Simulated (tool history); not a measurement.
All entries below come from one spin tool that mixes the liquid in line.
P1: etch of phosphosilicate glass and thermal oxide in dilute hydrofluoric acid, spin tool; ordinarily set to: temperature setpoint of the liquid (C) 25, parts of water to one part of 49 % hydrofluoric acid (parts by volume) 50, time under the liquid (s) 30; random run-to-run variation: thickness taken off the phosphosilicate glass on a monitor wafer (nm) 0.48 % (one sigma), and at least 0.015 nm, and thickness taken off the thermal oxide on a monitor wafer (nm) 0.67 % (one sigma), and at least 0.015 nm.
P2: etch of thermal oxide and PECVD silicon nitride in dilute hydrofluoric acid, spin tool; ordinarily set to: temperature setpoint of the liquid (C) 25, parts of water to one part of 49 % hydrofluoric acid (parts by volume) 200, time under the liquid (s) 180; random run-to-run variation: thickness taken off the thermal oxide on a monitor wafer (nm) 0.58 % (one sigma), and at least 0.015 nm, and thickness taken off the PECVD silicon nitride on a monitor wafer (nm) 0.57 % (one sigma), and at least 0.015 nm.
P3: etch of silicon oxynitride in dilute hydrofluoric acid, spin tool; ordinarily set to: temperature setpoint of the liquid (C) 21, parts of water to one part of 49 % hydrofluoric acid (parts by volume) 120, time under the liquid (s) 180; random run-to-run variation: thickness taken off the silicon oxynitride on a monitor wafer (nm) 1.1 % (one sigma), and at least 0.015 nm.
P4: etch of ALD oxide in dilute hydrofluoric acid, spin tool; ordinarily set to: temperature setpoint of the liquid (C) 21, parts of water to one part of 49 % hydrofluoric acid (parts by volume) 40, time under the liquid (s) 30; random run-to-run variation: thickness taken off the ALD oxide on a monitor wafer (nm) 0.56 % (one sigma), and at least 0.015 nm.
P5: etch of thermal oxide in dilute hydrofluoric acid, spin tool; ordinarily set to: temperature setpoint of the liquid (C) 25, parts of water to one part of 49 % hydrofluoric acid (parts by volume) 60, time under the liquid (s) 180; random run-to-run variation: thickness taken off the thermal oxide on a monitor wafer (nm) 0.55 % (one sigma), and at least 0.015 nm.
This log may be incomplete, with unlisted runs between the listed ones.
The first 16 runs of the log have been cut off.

run,day,process that ran,temperature setpoint of the liquid (C),parts of water to one part of 49 % hydrofluoric acid (parts by volume),time under the liquid (s),thickness taken off the phosphosilicate glass on a monitor wafer (nm),thickness taken off the thermal oxide on a monitor wafer (nm),thickness taken off the PECVD silicon nitride on a monitor wafer (nm),thickness taken off the ALD oxide on a monitor wafer (nm),thickness taken off the silicon oxynitride on a monitor wafer (nm)
17,3.288,P5,18.5,60,180,,11.773,,,
18,3.525,P1,25,50,60,219.2,6.3546,,,
19,3.688,P1,25,50,30,108.99,3.132,,,
20,3.821,P5,25,60,180,,15.283,,,
21,3.954,P4,21,40,15,,,,7.2433,
22,4.104,P1,25,50,30,109.23,3.1277,,,
23,4.242,P5,25,105,180,,8.2021,,,
24,4.462,P4,25,40,30,,,,17.256,
25,4.646,P3,17,120,180,,,,,1.4961
26,4.833,P1,25,20,30,285.34,8.2782,,,
27,5.033,P5,25,60,180,,15.203,,,
28,5.254,P1,31,50,30,139.89,4.0013,,,
29,5.538,P1,25,50,30,109.39,3.1117,,,
30,5.767,P2,25,200,180,,4.212,3.7157,,
31,5.938,P2,25,200,15,,0.34885,0.30645,,
32,6.104,P1,25,50,30,109.02,3.1174,,,
33,6.333,P1,25,50,30,107.27,3.0547,,,
34,6.488,P1,25,50,30,106.31,3.023,,,
35,6.65,P1,25,50,30,104.61,3.01,,,
36,6.95,P1,25,50,30,102.99,2.9859,,,
37,7.175,P1,25,50,30,103.71,2.9215,,,
38,7.317,P1,25,50,30,101.63,2.9596,,,
39,7.567,P1,25,50,30,101.49,2.9081,,,
40,7.858,P1,25,50,30,101.57,2.9549,,,

What does the tool deliver on the next run?
41,8.15,P1,25,50,30,?,?,,,

Run 41 came out at thickness taken off the phosphosilicate glass on a monitor wafer (nm) 101.46, thickness taken off the thermal oxide on a monitor wafer (nm) 2.9192.

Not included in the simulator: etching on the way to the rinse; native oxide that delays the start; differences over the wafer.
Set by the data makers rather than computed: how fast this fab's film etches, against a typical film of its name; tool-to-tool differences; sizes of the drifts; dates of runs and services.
